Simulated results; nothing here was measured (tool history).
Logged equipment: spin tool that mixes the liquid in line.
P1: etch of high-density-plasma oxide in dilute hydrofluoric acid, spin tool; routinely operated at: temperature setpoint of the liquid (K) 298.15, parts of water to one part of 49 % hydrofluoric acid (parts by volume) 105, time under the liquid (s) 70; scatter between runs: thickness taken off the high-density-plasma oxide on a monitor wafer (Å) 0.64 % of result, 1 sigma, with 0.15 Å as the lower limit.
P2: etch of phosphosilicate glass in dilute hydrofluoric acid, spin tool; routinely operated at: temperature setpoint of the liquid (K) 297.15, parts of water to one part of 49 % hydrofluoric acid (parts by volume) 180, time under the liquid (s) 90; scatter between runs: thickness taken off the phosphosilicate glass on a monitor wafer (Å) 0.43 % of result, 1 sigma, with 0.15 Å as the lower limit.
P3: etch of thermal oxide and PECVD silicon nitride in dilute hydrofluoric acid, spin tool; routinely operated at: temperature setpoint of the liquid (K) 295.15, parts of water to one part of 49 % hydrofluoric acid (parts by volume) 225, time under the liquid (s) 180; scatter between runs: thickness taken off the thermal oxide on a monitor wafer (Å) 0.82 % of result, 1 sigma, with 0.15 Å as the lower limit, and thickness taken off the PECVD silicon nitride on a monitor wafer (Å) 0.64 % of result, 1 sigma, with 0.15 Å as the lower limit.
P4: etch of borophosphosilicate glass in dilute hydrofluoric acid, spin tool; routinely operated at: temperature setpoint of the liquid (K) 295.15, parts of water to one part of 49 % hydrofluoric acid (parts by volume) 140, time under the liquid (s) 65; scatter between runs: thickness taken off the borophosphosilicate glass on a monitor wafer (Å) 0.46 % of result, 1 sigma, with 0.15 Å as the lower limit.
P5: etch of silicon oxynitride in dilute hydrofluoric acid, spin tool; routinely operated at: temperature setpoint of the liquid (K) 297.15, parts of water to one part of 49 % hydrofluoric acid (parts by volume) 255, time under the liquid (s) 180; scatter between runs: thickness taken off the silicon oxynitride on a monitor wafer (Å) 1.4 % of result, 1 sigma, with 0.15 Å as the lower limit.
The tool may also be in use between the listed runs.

run,hour,process that ran,temperature setpoint of the liquid (K),parts of water to one part of 49 % hydrofluoric acid (parts by volume),time under the liquid (s),hours since the thermometer was replaced,hours since the hydrofluoric acid flow meter was replaced,thickness taken off the high-density-plasma oxide on a monitor wafer (Å),thickness taken off the thermal oxide on a monitor wafer (Å),thickness taken off the PECVD silicon nitride on a monitor wafer (Å),thickness taken off the borophosphosilicate glass on a monitor wafer (Å),thickness taken off the silicon oxynitride on a monitor wafer (Å),thickness taken off the phosphosilicate glass on a monitor wafer (Å)
1,10.9,P1,298.15,105,70,264.7,593.4,41.739,,,,,
2,22.4,P3,295.15,225,15,276.2,604.9,,2.5815,3.0764,,,
3,30.2,P1,298.15,105,70,284,612.7,41.767,,,,,
4,39.5,P1,293.15,105,70,293.3,622,34.226,,,,,
5,47.6,P4,290.15,140,65,301.4,630.1,,,,149.41,,
6,54.1,P4,295.15,140,65,307.9,636.6,,,,181.68,,
7,63.3,P1,298.15,30,70,317.1,645.8,161.15,,,,,
8,69.2,P1,298.15,105,70,323,651.7,41.911,,,,,
9,81.1,P4,295.15,45,65,334.9,663.6,,,,640.27,,
10,89.2,P1,298.15,105,70,343,671.7,41.636,,,,,
11,95,P5,297.15,255,180,348.8,677.5,,,,,18.38,
12,104.9,P3,295.15,55,180,358.7,687.4,,152.47,142.27,,,
13,113,P5,297.15,255,270,366.8,695.5,,,,,28.496,
14,121.8,P1,298.15,180,70,375.6,704.3,22.478,,,,,
15,128.2,P1,305.65,105,105,382,710.7,83.094,,,,,
16,134.3,P3,295.15,225,180,388.1,716.8,,30.469,36.031,,,
17,142.8,P3,295.15,225,180,396.6,725.3,,31.324,35.922,,,
18,149.7,P2,297.15,180,40,403.5,732.2,,,,,,219.43
19,156.3,P1,298.15,105,130,410.1,738.8,77,,,,,
20,164.8,P4,295.15,140,20,418.6,747.3,,,,55.897,,
21,171.3,P2,297.15,180,90,425.1,753.8,,,,,,495.37
22,179.7,P3,303.15,225,180,433.5,762.2,,41.396,58.05,,,
23,186.3,P5,290.15,255,180,440.1,768.8,,,,,13.933,
24,193.8,P5,297.15,60,180,447.6,776.3,,,,,91.513,
25,205.5,P1,298.15,35,100,459.3,788,195.6,,,,,
26,216.6,P2,297.15,180,90,470.4,799.1,,,,,,494.86
27,225.6,P2,297.15,295,90,479.4,808.1,,,,,,265.96
# hour 230.3: thermometer replaced
28,237.7,P4,295.15,140,65,7.4,820.2,,,,182.59,,

For run 29, what comes out?
# hour 245.7: hydrofluoric acid flow meter replaced
29,249.9,P1,298.15,105,40,19.6,4.3,?,,,,,

thickness taken off the high-density-plasma oxide on a monitor wafer (Å): 23.683
